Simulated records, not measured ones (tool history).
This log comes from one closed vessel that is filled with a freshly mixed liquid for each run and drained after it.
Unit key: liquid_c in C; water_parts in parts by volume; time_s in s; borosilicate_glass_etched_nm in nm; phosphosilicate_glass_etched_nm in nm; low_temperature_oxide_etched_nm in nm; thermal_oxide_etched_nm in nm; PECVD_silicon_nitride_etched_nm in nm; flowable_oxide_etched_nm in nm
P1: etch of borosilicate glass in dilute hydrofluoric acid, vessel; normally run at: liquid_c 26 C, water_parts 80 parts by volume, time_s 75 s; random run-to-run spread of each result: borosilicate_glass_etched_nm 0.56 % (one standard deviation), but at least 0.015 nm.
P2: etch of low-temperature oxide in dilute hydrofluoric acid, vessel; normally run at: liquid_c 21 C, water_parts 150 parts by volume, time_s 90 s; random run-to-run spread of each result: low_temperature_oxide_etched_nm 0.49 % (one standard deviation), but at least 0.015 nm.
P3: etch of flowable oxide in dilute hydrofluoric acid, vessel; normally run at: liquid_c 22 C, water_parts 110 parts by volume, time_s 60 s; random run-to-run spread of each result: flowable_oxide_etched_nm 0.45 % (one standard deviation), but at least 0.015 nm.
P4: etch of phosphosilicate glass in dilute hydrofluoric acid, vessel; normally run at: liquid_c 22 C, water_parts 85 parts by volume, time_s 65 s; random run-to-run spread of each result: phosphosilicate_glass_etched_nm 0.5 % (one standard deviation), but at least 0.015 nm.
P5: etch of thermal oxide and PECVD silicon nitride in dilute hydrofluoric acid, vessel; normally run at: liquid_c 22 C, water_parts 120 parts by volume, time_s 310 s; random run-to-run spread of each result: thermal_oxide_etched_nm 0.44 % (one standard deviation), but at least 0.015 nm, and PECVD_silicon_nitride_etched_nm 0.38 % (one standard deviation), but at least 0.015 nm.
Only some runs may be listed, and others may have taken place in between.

run	hour	process	liquid_c	water_parts	time_s	borosilicate_glass_etched_nm	phosphosilicate_glass_etched_nm	low_temperature_oxide_etched_nm	thermal_oxide_etched_nm	PECVD_silicon_nitride_etched_nm	flowable_oxide_etched_nm
1	9	P1	26	80	75	58.596					
2	16.5	P4	22	85	30		22.177				
3	27.2	P1	26	80	75	59.153					
4	37	P1	26	80	75	59.007					
5	45.4	P2	21	265	90			2.9073			
6	58.3	P1	26	135	75	32.53					
7	64.8	P5	22	200	310				6.0825	5.1755	
8	78.5	P2	17	150	90			4.8698			
9	90.2	P1	21.5	125	75	29.514					
10	102.3	P3	17	110	60						21.515
11	114.5	P2	21	150	50			3.1848			
12	125.2	P5	22	120	500				17.756	13.709	
13	138.8	P2	21	150	90			5.639			
14	144.9	P3	22	110	95						42.081
15	157.8	P5	22	120	310				11.038	8.5586	
16	167.6	P2	21	150	90			5.7385			
17	175	P4	26.5	85	65		57.068				
18	181.1	P1	26	110	30	16.608					
19	188.8	P5	18	120	310				9.3851	6.4567	
20	197.8	P3	22	110	60						26.731
21	211.1	P3	22	35	60						90.77
22	222.5	P1	26	20	75	255.6					
23	236.1	P1	32	80	75	74.306					
24	249.7	P1	26	80	75	58.635					
25	255.8	P4	22	85	65		47.871				
26	265	P1	26	80	140	109.52					
27	274.8	P4	22	145	65		25.878				
28	285.9	P1	26	80	40	31.33					
29	292	P1	20.5	80	75	46.978					
30	301.9	P1	26	80	75	58.713					
31	311.3	P1	26	80	75	60.148					
32	321.5	P1	26	80	75	61.223					
33	329.7	P1	26	80	75	61.406					
34	337.6	P1	26	80	75	62.11					
35	349.9	P1	26	80	75	62.393					
36	358	P1	26	80	75	63.043					
37	367.1	P1	26	80	75	62.928					
38	380.1	P1	26	80	75	62.542					
39	393.6	P1	26	80	75	62.722					

The log shows P1 creeping away from where it was. Any of the 2 causes listed here, at the size stated for it, fits the log just as well as the others:
A: liquid hotter than its thermometer reads (K) = 1.65
B: hydrofluoric acid flow above the setpoint (%) = 6.04
At approximately hour 301.9, the process output began to creep.

Consider the 4 single-wafer check runs listed below, results given as question marks: which one distinguishes between the causes by giving clearly different results for each?
check 1	407.1	P5	22	120	310				?	?	
check 2	407.1	P4	22	85	65		?				
check 3	407.1	P2	21	150	90			?			
check 4	407.1	P3	22	110	60						?

Outcome of each check run for each possible cause:
check	result	if A	if B
check 1	thermal_oxide_etched_nm	11.783	11.799
check 1	PECVD_silicon_nitride_etched_nm	9.4716	8.9985
check 2	phosphosilicate_glass_etched_nm	51.035	50.917
check 3	low_temperature_oxide_etched_nm	6.0841	6.1042
check 4	flowable_oxide_etched_nm	28.302	28.312
Per-check spread between the two closest causes, in the result where they differ most: check 1 5.12 %; check 2 0.23 %; check 3 0.33 %; check 4 0.04 %
Only in check 1 would the causes give clearly different results; in the remaining checks their results would be nearly the same.

Check 1 has now been run. It gave: thermal_oxide_etched_nm 11.77 nm; PECVD_silicon_nitride_etched_nm 8.978 nm. Which of the candidate causes is it?

Of the candidate causes, it is B: hydrofluoric acid flow above the setpoint (%).
